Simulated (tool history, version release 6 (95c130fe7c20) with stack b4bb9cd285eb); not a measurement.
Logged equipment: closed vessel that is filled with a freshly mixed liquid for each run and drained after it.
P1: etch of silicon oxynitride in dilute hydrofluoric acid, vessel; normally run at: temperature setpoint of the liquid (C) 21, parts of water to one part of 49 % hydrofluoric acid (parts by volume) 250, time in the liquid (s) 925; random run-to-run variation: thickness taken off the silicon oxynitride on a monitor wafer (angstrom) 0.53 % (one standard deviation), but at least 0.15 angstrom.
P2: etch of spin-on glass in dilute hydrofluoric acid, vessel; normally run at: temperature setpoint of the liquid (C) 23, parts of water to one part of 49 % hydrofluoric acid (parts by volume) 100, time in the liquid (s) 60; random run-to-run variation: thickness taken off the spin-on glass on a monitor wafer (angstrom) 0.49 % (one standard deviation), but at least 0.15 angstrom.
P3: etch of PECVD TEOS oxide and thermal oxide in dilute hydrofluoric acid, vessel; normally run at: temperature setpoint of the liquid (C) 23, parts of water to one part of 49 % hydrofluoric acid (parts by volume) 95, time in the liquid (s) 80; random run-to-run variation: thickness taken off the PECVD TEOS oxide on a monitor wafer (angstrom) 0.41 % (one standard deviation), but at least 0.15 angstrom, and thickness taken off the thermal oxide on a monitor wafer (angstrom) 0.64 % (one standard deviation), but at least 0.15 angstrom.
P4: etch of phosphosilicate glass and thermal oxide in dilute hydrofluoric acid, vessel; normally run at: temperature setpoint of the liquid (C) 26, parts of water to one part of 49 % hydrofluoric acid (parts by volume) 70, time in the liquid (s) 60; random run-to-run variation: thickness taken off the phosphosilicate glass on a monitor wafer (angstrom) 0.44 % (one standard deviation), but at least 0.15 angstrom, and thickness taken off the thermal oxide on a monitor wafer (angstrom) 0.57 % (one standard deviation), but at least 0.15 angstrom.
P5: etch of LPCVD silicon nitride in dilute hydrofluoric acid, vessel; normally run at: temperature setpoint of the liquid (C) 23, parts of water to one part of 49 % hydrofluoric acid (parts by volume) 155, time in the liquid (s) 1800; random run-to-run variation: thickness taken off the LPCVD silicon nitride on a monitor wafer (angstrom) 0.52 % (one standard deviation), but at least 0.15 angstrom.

| run | hour | process that ran | temperature setpoint of the liquid (C) | parts of water to one part of 49 % hydrofluoric acid (parts by volume) | time in the liquid (s) | hours since the thermometer was replaced | hours since the hydrofluoric acid flow meter was replaced | thickness taken off the silicon oxynitride on a monitor wafer (angstrom) | thickness taken off the spin-on glass on a monitor wafer (angstrom) | thickness taken off the LPCVD silicon nitride on a monitor wafer (angstrom) | thickness taken off the phosphosilicate glass on a monitor wafer (angstrom) | thickness taken off the thermal oxide on a monitor wafer (angstrom) | thickness taken off the PECVD TEOS oxide on a monitor wafer (angstrom) |
|---|---|---|---|---|---|---|---|---|---|---|---|---|---|
| 1 | 5.9 | P1 | 21 | 250 | 925 | 386.5 | 339 | 51.261 |  |  |  |  |  |
| 2 | 9.6 | P2 | 23 | 150 | 60 | 390.2 | 342.7 |  | 116.8 |  |  |  |  |
| 3 | 12.6 | P5 | 17 | 155 | 1800 | 393.2 | 345.7 |  |  | 35.158 |  |  |  |
| 4 | 18.2 | P2 | 23 | 100 | 60 | 398.8 | 351.3 |  | 185.65 |  |  |  |  |
| 5 | 24.3 | P1 | 25 | 450 | 925 | 404.9 | 357.4 | 29.465 |  |  |  |  |  |
| 6 | 27.1 | P4 | 26 | 70 | 35 | 407.7 | 360.2 |  |  |  | 344.75 | 25.821 |  |
| 7 | 30.9 | P1 | 17 | 130 | 925 | 411.5 | 364 | 88.058 |  |  |  |  |  |
| 8 | 34.8 | P1 | 21 | 415 | 925 | 415.4 | 367.9 | 27.921 |  |  |  |  |  |
| 9 | 37.7 | P1 | 21 | 250 | 245 | 418.3 | 370.8 | 13.495 |  |  |  |  |  |
| 10 | 43.5 | P1 | 27 | 250 | 925 | 424.1 | 376.6 | 66.372 |  |  |  |  |  |
| 11 | 47.3 | P4 | 26 | 30 | 60 | 427.9 | 380.4 |  |  |  | 1482.1 | 109.16 |  |
| 12 | 52.9 | P3 | 23 | 20 | 80 | 433.5 | 386 |  |  |  |  | 198.84 | 445.12 |
| 13 | 57.4 | P5 | 23 | 55 | 1800 | 438 | 390.5 |  |  | 145.81 |  |  |  |
| 14 | 60.3 | P1 | 21 | 250 | 1775 | 440.9 | 393.4 | 98.204 |  |  |  |  |  |
| 15 | 66.3 | P3 | 23 | 95 | 80 | 446.9 | 399.4 |  |  |  |  | 37.833 | 83.841 |
| 16 | 70.7 | P1 | 17 | 250 | 925 | 451.3 | 403.8 | 42.629 |  |  |  |  |  |
| 17 | 75.4 | P4 | 18 | 70 | 60 | 456 | 408.5 |  |  |  | 429.67 | 31.832 |  |
| 18 | 79.3 | P1 | 21 | 250 | 925 | 459.9 | 412.4 | 50.874 |  |  |  |  |  |
| 19 | 84 | P2 | 27 | 100 | 60 | 464.6 | 417.1 |  | 218.09 |  |  |  |  |
| 20 | 88 | P1 | 21 | 250 | 925 | 468.6 | 421.1 | 51.613 |  |  |  |  |  |
| 21 | 92.9 | P1 | 17.5 | 365 | 925 | 473.5 | 426 | 28.026 |  |  |  |  |  |
| 22 | 96.2 | P2 | 23 | 100 | 60 | 476.8 | 429.3 |  | 184.97 |  |  |  |  |
| 23 | 101.2 | P5 | 23 | 155 | 1800 | 481.8 | 434.3 |  |  | 52.967 |  |  |  |
| 24 | 105 | P2 | 23 | 100 | 115 | 485.6 | 438.1 |  | 356.26 |  |  |  |  |
| 25 | 110.9 | P4 | 26 | 70 | 60 | 491.5 | 444 |  |  |  | 594.36 | 44.041 |  |
| 26 | 116.2 | P3 | 18.5 | 95 | 80 | 496.8 | 449.3 |  |  |  |  | 31.597 | 69.624 |
| 27 | 121.9 | P5 | 23 | 155 | 3030 | 502.5 | 455 |  |  | 88.294 |  |  |  |
| 28 | 125.1 | P3 | 23 | 95 | 165 | 505.7 | 458.2 |  |  |  |  | 77.324 | 173.92 |
| 29 | 129 | P1 | 21 | 80 | 925 | 509.6 | 462.1 | 180.33 |  |  |  |  |  |
| 30 | 134.7 | P4 | 26 | 70 | 60 | 515.3 | 467.8 |  |  |  | 592.06 | 43.448 |  |
| 31 | 140.6 | P1 | 21 | 250 | 925 | 521.2 | 473.7 | 50.965 |  |  |  |  |  |
| 32 | 143.8 | P1 | 21 | 250 | 925 | 524.4 | 476.9 | 52.006 |  |  |  |  |  |

For run 33, what comes out?
| 33 | 149.2 | P1 | 21 | 250 | 925 | 529.8 | 482.3 | ? |  |  |  |  |  |

thickness taken off the silicon oxynitride on a monitor wafer (angstrom): 54.16
